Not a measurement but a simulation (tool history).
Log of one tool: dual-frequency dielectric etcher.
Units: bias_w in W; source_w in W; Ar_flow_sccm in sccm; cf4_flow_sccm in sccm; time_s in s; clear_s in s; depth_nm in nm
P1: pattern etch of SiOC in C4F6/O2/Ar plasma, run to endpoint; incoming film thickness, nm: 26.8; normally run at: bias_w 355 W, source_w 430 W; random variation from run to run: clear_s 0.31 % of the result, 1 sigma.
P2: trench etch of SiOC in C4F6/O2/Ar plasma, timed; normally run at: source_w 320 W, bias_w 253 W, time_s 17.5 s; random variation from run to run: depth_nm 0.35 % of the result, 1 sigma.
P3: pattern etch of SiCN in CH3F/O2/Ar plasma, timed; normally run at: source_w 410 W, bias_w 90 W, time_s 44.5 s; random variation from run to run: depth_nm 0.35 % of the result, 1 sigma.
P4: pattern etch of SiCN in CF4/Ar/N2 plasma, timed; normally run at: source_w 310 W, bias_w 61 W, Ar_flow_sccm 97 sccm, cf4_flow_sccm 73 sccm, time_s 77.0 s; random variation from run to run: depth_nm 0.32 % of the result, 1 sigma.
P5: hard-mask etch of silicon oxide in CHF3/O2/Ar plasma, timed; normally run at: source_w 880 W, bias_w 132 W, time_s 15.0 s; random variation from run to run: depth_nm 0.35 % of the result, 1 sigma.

run,hour,process,bias_w,source_w,Ar_flow_sccm,cf4_flow_sccm,time_s,clear_s,depth_nm
1,8.9,P1,355,430,,,,10.0150,
2,16.4,P1,355,430,,,,10.0450,
3,23.8,P4,61,310,97,73,108.5,,63.134
4,37.0,P3,90,330,,,44.5,,16.329
5,44.5,P5,132,880,,,18.5,,38.768
6,54.6,P1,499,430,,,,8.8739,
7,69.2,P1,355,590,,,,8.9311,
8,80.1,P3,90,410,,,66.0,,26.264
9,91.7,P2,253,320,,,13.5,,28.729
10,104.9,P5,132,880,,,15.0,,31.322
11,114.6,P1,355,430,,,,9.9949,
12,128.6,P4,61,310,97,52,77.0,,42.300
13,144.5,P2,253,320,,,17.5,,37.319
14,153.7,P3,90,410,,,44.5,,17.757
15,165.1,P5,132,510,,,15.0,,25.497
16,177.6,P5,182,880,,,15.0,,34.825
17,192.2,P1,286,430,,,,10.8430,
18,204.9,P1,355,430,,,,10.0490,
19,215.5,P1,496,540,,,,8.1638,
20,226.9,P1,355,430,,,,10.0480,
21,239.1,P2,253,200,,,17.5,,31.086
22,248.9,P5,132,880,,,15.0,,31.518
23,261.3,P3,54,410,,,44.5,,14.809
24,277.4,P4,61,310,121,73,77.0,,43.036
25,286.4,P3,90,410,,,44.5,,17.589
# hour 293.6: wet clean of the chamber
26,297.1,P4,61,310,97,73,77.0,,44.571
27,305.8,P2,170,320,,,17.5,,32.567
28,314.9,P1,355,430,,,,10.0460,
29,323.8,P1,355,290,,,,11.6290,
30,335.6,P4,50,310,97,73,77.0,,41.763
31,350.8,P4,61,400,97,73,77.0,,56.054
32,358.2,P1,355,430,,,,10.0120,
33,369.6,P1,355,430,,,,10.0570,
34,377.9,P1,355,430,,,,10.1070,
35,393.1,P1,355,430,,,,10.1880,
36,403.2,P1,355,430,,,,10.1400,
37,413.5,P1,355,430,,,,10.1940,
38,423.5,P1,355,430,,,,10.2430,
# hour 430.3: wet clean of the chamber
39,430.8,P1,355,430,,,,10.1960,
40,445.9,P1,355,430,,,,10.1240,
41,460.9,P1,355,430,,,,10.1660,
42,471.1,P1,355,430,,,,10.1870,
43,482.6,P1,355,430,,,,10.2570,

What P1 gives has crept away from where it was. These 2 causes fit the log equally well, each at the size given:
A: bias power that arrives under what is set, % = 4.31
B: source power that arrives under what is set, % = 4.04
The creep began at about hour 358.2.
Why every other cause is out:
chamber walls in a state that lowers the etch rate, %: serviced at hour 430.3, which brought nothing back

4 check runs are offered, each on 2 wafers whose results are averaged, their results left as question marks. Which one tells the causes apart?
check 1,494.1,P4,61,310,97,73,105.5,,?
check 2,494.1,P5,182,880,,,15.0,,?
check 3,494.1,P3,90,410,,,62.5,,?
check 4,494.1,P2,253,200,,,17.5,,?

What each check would give under each cause:
check,result,if A,if B
check 1,depth_nm,60.235,58.962
check 2,depth_nm,34.322,34.270
check 3,depth_nm,24.501,24.523
check 4,depth_nm,30.645,30.645
How far apart the two closest causes lie, in the result that separates them most: check 1 2.14 %; check 2 0.15 %; check 3 0.09 %; check 4 0 %
Only check 1 tells the causes apart: in the others they would give nearly the same result.

Check 1 was then run and gave: depth_nm 60.055 nm. Which cause is it?

It is A: bias power that arrives under what is set, %.
